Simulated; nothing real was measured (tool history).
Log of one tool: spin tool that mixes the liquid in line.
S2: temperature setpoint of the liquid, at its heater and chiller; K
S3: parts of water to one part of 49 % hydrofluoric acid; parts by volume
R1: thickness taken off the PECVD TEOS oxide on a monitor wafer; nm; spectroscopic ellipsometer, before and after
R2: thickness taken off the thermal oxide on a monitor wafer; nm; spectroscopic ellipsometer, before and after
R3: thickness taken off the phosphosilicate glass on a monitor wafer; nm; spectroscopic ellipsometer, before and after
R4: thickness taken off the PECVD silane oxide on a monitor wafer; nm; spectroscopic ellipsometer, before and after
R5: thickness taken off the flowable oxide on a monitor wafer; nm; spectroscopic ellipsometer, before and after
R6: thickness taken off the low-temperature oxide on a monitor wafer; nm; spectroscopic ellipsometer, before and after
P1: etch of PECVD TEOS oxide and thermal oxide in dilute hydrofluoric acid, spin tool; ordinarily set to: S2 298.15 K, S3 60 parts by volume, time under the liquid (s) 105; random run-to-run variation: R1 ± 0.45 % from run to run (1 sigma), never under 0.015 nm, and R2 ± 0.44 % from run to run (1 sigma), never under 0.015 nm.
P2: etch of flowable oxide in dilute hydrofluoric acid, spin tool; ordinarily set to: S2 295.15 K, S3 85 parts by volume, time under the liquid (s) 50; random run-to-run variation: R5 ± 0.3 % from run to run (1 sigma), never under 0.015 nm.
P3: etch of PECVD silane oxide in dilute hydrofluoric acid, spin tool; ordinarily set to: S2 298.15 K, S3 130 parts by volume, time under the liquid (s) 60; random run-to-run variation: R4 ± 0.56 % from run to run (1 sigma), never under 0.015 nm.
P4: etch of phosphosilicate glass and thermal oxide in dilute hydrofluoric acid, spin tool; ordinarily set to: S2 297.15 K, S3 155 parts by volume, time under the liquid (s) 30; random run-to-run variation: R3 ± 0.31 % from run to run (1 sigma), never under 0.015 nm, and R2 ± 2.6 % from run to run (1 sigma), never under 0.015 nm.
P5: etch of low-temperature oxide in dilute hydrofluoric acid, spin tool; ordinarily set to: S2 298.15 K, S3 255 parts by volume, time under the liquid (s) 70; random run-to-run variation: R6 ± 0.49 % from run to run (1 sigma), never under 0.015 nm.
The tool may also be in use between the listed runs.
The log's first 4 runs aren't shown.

run 5 hour=60.0 | process_that_ran=P1 S2=298.15 S3=60 time_under_the_liquid_(s)=195 | R1=39.3580 R2=19.08900
run 6 hour=70.3 | process_that_ran=P4 S2=290.15 S3=155 time_under_the_liquid_(s)=30 | R2=0.67957 R3=9.080
run 7 hour=85.8 | process_that_ran=P1 S2=298.15 S3=60 time_under_the_liquid_(s)=105 | R1=21.2630 R2=10.21500
run 8 hour=97.5 | process_that_ran=P4 S2=297.15 S3=55 time_under_the_liquid_(s)=30 | R2=2.76760 R3=38.129
run 9 hour=105.8 | process_that_ran=P4 S2=297.15 S3=155 time_under_the_liquid_(s)=50 | R2=1.39760 R3=19.938
run 10 hour=123.1 | process_that_ran=P3 S2=298.15 S3=130 time_under_the_liquid_(s)=60 | R4=13.5860
-- hour=137.9 hydrofluoric acid flow meter replaced
run 11 hour=140.5 | process_that_ran=P3 S2=298.15 S3=130 time_under_the_liquid_(s)=60 | R4=13.3880
run 12 hour=155.8 | process_that_ran=P2 S2=295.15 S3=55 time_under_the_liquid_(s)=50 | R5=40.543
run 13 hour=169.3 | process_that_ran=P1 S2=298.15 S3=30 time_under_the_liquid_(s)=105 | R1=44.4240 R2=21.19500
run 14 hour=180.6 | process_that_ran=P2 S2=300.65 S3=85 time_under_the_liquid_(s)=50 | R5=31.542
run 15 hour=196.0 | process_that_ran=P1 S2=298.15 S3=60 time_under_the_liquid_(s)=15 | R1=3.0461 R2=1.47570
-- hour=205.1 thermometer replaced
run 16 hour=206.0 | process_that_ran=P1 S2=294.15 S3=60 time_under_the_liquid_(s)=105 | R1=18.0920 R2=8.52280
run 17 hour=216.9 | process_that_ran=P5 S2=298.15 S3=255 time_under_the_liquid_(s)=25 | R6=3.0259
run 18 hour=228.1 | process_that_ran=P1 S2=298.15 S3=105 time_under_the_liquid_(s)=105 | R1=11.4010 R2=5.46520
run 19 hour=242.7 | process_that_ran=P2 S2=295.15 S3=85 time_under_the_liquid_(s)=50 | R5=25.329
run 20 hour=257.6 | process_that_ran=P5 S2=298.15 S3=430 time_under_the_liquid_(s)=70 | R6=4.2349
run 21 hour=269.5 | process_that_ran=P1 S2=298.15 S3=60 time_under_the_liquid_(s)=105 | R1=21.1870 R2=10.19200
run 22 hour=286.2 | process_that_ran=P5 S2=302.15 S3=255 time_under_the_liquid_(s)=70 | R6=9.7307
run 23 hour=294.2 | process_that_ran=P2 S2=295.15 S3=85 time_under_the_liquid_(s)=100 | R5=50.858

Estimate the outcome of run 24 from the log above:
run 24 hour=306.7 | process_that_ran=P3 S2=290.15 S3=130 time_under_the_liquid_(s)=60 | R4=?

{"run 24": {"R4": 9.8631}}

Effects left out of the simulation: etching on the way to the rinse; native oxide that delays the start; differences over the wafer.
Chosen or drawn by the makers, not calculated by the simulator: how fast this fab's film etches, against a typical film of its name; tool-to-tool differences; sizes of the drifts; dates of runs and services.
